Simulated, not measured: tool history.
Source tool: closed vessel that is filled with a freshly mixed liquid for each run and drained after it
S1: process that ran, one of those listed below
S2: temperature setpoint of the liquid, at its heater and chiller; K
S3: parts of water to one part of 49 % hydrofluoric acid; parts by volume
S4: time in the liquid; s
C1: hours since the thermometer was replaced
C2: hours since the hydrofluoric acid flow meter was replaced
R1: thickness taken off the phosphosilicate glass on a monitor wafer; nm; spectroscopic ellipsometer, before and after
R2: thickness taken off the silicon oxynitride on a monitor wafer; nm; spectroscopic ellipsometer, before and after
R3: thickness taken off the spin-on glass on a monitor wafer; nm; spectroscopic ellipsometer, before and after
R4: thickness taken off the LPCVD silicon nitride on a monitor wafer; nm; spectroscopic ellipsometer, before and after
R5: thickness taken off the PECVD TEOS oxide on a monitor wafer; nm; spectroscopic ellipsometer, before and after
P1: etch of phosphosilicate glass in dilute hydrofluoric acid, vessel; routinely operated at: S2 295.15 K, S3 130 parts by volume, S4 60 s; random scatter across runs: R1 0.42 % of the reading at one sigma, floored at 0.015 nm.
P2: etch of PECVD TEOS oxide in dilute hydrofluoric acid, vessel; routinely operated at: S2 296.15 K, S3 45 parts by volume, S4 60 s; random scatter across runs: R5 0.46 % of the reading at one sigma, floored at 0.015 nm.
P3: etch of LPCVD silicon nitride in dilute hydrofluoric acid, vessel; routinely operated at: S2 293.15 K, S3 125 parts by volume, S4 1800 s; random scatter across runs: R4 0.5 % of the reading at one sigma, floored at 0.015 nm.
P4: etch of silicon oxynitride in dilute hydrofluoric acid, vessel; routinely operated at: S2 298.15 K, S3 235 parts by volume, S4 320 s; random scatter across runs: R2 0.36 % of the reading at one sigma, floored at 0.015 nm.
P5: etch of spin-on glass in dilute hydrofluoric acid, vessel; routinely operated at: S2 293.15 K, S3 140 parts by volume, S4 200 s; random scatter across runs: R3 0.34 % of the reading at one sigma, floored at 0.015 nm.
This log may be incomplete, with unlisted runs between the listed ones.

run,hour,S1,S2,S3,S4,C1,C2,R1,R2,R3,R4,R5
1,8,P1,295.15,130,60,113.5,764.1,31.103,,,,
2,17,P4,298.15,235,320,122.5,773.1,,5.9319,,,
3,31,P1,295.15,130,60,136.5,787.1,31.305,,,,
4,43.2,P5,293.15,140,200,148.7,799.3,,,60.799,,
5,56.9,P3,293.15,125,2820,162.4,813,,,,9.7858,
6,69,P5,290.15,140,200,174.5,825.1,,,53.347,,
7,78,P3,293.15,30,1800,183.5,834.1,,,,24.858,
8,88.2,P3,290.15,125,1800,193.7,844.3,,,,5.109,
9,101.9,P1,295.15,180,60,207.4,858,21.425,,,,
10,111.6,P1,295.15,25,60,217.1,867.7,185.37,,,,
11,118.5,P4,298.15,235,90,224,874.6,,1.6969,,,
12,125.9,P1,303.15,130,60,231.4,882,42.01,,,,
13,139.3,P1,295.15,130,60,244.8,895.4,31.226,,,,
14,152.9,P2,301.15,45,60,258.4,909,,,,,41.489
15,162.1,P5,293.15,140,375,267.6,918.2,,,113.7,,
16,170.5,P4,303.15,235,320,276,926.6,,7.2681,,,
# hour 176.2: hydrofluoric acid flow meter replaced
17,179.8,P1,295.15,130,60,285.3,3.7,31.406,,,,
18,186.8,P3,293.15,125,1800,292.3,10.7,,,,6.3004,
19,199.5,P1,295.15,130,105,305,23.4,54.571,,,,
20,212.9,P2,296.15,60,60,318.4,36.8,,,,,24.99
21,224.4,P2,296.15,45,60,329.9,48.3,,,,,33.774
22,232.1,P3,293.15,125,1800,337.6,56,,,,6.1972,
23,246.7,P2,296.15,45,30,352.2,70.6,,,,,17.219
24,254,P1,295.15,130,30,359.5,77.9,15.675,,,,
25,263.9,P1,290.15,130,60,369.4,87.8,25.551,,,,
26,271.9,P4,298.15,75,320,377.4,95.8,,20.992,,,
27,282.9,P1,290.15,35,60,388.4,106.8,105.39,,,,
28,292.8,P5,293.15,80,200,398.3,116.7,,,113.41,,
29,299.5,P1,295.15,130,60,405,123.4,31.37,,,,
30,307.8,P1,295.15,130,60,413.3,131.7,32.172,,,,
31,322.7,P1,295.15,130,60,428.2,146.6,32.86,,,,
32,336.9,P1,295.15,130,60,442.4,160.8,33.612,,,,
33,345.7,P1,295.15,130,60,451.2,169.6,33.633,,,,
34,359.6,P1,295.15,130,60,465.1,183.5,33.753,,,,
35,373.7,P1,295.15,130,60,479.2,197.6,34.112,,,,
36,387.7,P1,295.15,130,60,493.2,211.6,34.237,,,,
37,395.4,P1,295.15,130,60,500.9,219.3,34.098,,,,
38,406.6,P1,295.15,130,60,512.1,230.5,34.129,,,,
39,415.1,P1,295.15,130,60,520.6,239,34.056,,,,

Something has made what P1 gives creep away from where it was; the 2 causes below, each at its own stated size, fit the log equally well:
A: liquid hotter than its thermometer reads (K) = 2.27
B: hydrofluoric acid flow above the setpoint (%) = 8.08
The drift started at roughly hour 299.5.

4 check runs are offered, one wafer each, their results left as question marks. Which one tells the causes apart?
check 1,423.6,P5,290.15,140,375,,,,,?,,
check 2,423.6,P3,290.15,40,1800,,,,,,?,
check 3,423.6,P2,296.15,60,30,,,,,,,?
check 4,423.6,P4,298.15,235,170,,,,?,,,

What each check would give under each cause:
check,result,if A,if B
check 1,R3,110.05,109.56
check 2,R4,17.988,16.512
check 3,R5,13.736,13.612
check 4,R2,3.4541,3.4329
Per-check spread between the two closest causes, in the result where they differ most: check 1 0.45 %; check 2 8.56 %; check 3 0.91 %; check 4 0.62 %
Check 2 tells the causes apart: in the others they would give nearly the same result.

Running check 2 produced the following: R4 16.539 nm. Which one of the listed causes fits?

The cause is B: hydrofluoric acid flow above the setpoint (%).
